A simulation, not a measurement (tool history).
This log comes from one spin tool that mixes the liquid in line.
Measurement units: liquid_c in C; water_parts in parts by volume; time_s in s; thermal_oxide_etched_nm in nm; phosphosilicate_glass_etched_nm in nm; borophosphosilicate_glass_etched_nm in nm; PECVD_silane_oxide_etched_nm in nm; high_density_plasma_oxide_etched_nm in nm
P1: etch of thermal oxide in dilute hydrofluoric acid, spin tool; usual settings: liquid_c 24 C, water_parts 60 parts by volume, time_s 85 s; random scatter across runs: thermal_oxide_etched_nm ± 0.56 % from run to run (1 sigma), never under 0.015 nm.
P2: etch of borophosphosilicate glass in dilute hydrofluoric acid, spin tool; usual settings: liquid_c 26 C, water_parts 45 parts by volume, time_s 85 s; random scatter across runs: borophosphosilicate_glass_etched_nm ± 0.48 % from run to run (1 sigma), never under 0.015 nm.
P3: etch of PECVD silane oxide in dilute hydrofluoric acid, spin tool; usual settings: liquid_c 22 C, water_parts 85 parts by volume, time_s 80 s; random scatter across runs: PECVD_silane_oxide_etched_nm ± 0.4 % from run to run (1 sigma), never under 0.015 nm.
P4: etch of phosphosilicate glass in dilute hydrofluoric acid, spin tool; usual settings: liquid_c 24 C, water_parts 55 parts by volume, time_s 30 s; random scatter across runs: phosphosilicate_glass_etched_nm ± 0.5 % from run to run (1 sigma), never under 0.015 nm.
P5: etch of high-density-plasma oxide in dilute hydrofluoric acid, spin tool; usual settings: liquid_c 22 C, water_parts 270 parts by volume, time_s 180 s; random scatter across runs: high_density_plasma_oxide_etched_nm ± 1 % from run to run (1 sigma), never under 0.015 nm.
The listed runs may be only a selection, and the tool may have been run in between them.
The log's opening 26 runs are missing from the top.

| run | day | process | liquid_c | water_parts | time_s | thermal_oxide_etched_nm | phosphosilicate_glass_etched_nm | borophosphosilicate_glass_etched_nm | PECVD_silane_oxide_etched_nm | high_density_plasma_oxide_etched_nm |
|---|---|---|---|---|---|---|---|---|---|---|
| 27 | 3.433 | P3 | 17 | 85 | 80 |  |  |  | 27.291 |  |
| 28 | 3.592 | P2 | 26 | 45 | 85 |  |  | 58.031 |  |  |
| 29 | 3.7 | P5 | 22 | 270 | 360 |  |  |  |  | 5.2596 |
| 30 | 3.879 | P1 | 24 | 60 | 85 | 6.667 |  |  |  |  |
| 31 | 3.962 | P1 | 28.5 | 60 | 85 | 7.9529 |  |  |  |  |
| 32 | 4.112 | P1 | 24 | 60 | 85 | 6.7038 |  |  |  |  |
| 33 | 4.279 | P1 | 24 | 60 | 85 | 6.4164 |  |  |  |  |
| 34 | 4.438 | P1 | 24 | 60 | 85 | 6.3716 |  |  |  |  |
| 35 | 4.575 | P1 | 24 | 60 | 85 | 6.2507 |  |  |  |  |
| 36 | 4.692 | P1 | 24 | 60 | 85 | 6.1487 |  |  |  |  |
| 37 | 4.858 | P1 | 24 | 60 | 85 | 6.0707 |  |  |  |  |
| 38 | 5.012 | P1 | 24 | 60 | 85 | 6.086 |  |  |  |  |
| 39 | 5.175 | P1 | 24 | 60 | 85 | 6.1352 |  |  |  |  |

What does the tool deliver on the next run?
| 40 | 5.354 | P1 | 24 | 60 | 85 | ? |  |  |  |  |

thermal_oxide_etched_nm: 6.0337 nm
